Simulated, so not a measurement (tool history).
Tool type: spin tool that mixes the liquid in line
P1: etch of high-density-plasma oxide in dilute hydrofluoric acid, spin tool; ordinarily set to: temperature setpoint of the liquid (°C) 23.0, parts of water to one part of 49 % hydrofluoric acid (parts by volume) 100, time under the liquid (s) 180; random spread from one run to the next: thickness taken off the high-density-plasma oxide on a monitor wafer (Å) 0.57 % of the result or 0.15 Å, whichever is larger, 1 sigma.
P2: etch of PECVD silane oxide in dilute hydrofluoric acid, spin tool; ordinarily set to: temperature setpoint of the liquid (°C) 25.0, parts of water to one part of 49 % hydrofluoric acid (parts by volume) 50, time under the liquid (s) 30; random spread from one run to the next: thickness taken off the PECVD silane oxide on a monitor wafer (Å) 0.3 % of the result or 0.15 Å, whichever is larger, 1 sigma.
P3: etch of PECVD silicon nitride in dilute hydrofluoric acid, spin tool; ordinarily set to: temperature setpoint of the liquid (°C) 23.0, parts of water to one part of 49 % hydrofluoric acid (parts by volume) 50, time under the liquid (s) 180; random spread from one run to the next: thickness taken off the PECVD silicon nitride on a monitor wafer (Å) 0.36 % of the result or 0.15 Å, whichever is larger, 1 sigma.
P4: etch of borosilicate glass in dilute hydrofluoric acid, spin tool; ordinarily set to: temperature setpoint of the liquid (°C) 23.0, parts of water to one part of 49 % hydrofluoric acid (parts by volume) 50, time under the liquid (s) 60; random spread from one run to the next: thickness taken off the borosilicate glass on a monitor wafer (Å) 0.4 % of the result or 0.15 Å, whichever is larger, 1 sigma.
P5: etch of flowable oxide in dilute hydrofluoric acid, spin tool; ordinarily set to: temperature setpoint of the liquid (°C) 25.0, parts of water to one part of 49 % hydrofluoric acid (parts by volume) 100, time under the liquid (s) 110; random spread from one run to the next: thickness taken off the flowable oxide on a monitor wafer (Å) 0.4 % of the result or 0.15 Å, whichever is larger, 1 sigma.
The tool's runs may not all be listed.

run,day,process that ran,temperature setpoint of the liquid (°C),parts of water to one part of 49 % hydrofluoric acid (parts by volume),time under the liquid (s),hours since the thermometer was replaced,hours since the hydrofluoric acid flow meter was replaced,thickness taken off the high-density-plasma oxide on a monitor wafer (Å),thickness taken off the PECVD silane oxide on a monitor wafer (Å),thickness taken off the flowable oxide on a monitor wafer (Å),thickness taken off the PECVD silicon nitride on a monitor wafer (Å),thickness taken off the borosilicate glass on a monitor wafer (Å)
1,0.525,P1,23.0,100,180,230.8,553.5,109.650,,,,
2,0.929,P2,25.0,50,30,240.5,563.2,,338.00,,,
3,1.450,P5,25.0,100,110,253.0,575.7,,,396.97,,
4,2.162,P3,17.0,50,180,270.1,592.8,,,,124.74,
5,2.942,P3,23.0,85,180,288.8,611.5,,,,113.06,
6,3.462,P4,23.0,50,60,301.3,624.0,,,,,362.20
7,3.862,P1,23.0,100,180,310.9,633.6,108.700,,,,
8,4.358,P1,23.0,100,180,322.8,645.5,108.750,,,,
9,4.933,P1,23.0,100,45,336.6,659.3,27.593,,,,
10,5.371,P1,23.0,170,50,347.1,669.8,16.506,,,,
11,6.104,P2,25.0,20,30,364.7,687.4,,878.64,,,
12,6.492,P3,23.0,50,180,374.0,696.7,,,,189.35,
13,7.167,P1,26.5,25,180,390.2,712.9,553.910,,,,
14,7.867,P4,23.0,50,60,407.0,729.7,,,,,363.48
15,8.533,P5,17.5,100,110,423.0,745.7,,,290.52,,
16,9.104,P1,30.0,100,180,436.7,759.4,143.880,,,,
17,9.462,P2,25.0,50,30,445.3,768.0,,336.94,,,
18,9.962,P3,23.0,50,280,457.3,780.0,,,,294.23,
19,10.583,P1,17.0,100,180,472.2,794.9,85.174,,,,
20,11.333,P2,17.0,50,30,490.2,812.9,,242.03,,,
21,11.671,P4,30.5,50,60,498.3,821.0,,,,,493.01
22,12.342,P1,23.0,150,180,514.4,837.1,68.835,,,,
23,12.775,P2,25.0,50,55,524.8,847.5,,620.07,,,
24,13.438,P1,23.0,30,180,540.7,863.4,391.840,,,,
25,14.062,P5,25.0,100,110,555.7,878.4,,,396.29,,
26,14.646,P5,25.0,100,205,569.7,892.4,,,740.51,,
27,15.412,P1,23.0,100,180,588.1,910.8,108.640,,,,
28,15.912,P1,23.0,100,365,600.1,922.8,220.360,,,,
29,16.625,P4,23.0,20,60,617.2,939.9,,,,,938.60
30,17.375,P5,25.0,185,110,635.2,957.9,,,192.80,,
31,18.038,P4,23.0,50,105,651.1,973.8,,,,,635.00
32,18.738,P1,23.0,100,180,667.9,990.6,107.850,,,,
33,19.379,P1,23.0,100,180,683.3,1006.0,111.190,,,,
34,19.983,P1,23.0,100,180,697.8,1020.5,112.700,,,,
35,20.558,P1,23.0,100,180,711.6,1034.3,114.560,,,,
36,20.912,P1,23.0,100,180,720.1,1042.8,114.560,,,,
37,21.475,P1,23.0,100,180,733.6,1056.3,115.580,,,,
38,22.204,P1,23.0,100,180,751.1,1073.8,115.640,,,,
39,22.771,P1,23.0,100,180,764.7,1087.4,115.790,,,,
40,23.312,P1,23.0,100,180,777.7,1100.4,116.960,,,,
41,23.942,P1,23.0,100,180,792.8,1115.5,116.290,,,,
42,24.692,P1,23.0,100,180,810.8,1133.5,116.130,,,,

Predict the results of run 43:
43,25.125,P1,23.0,100,180,821.2,1143.9,?,,,,

For run 43 the tool returned thickness taken off the high-density-plasma oxide on a monitor wafer (Å) 114.820.
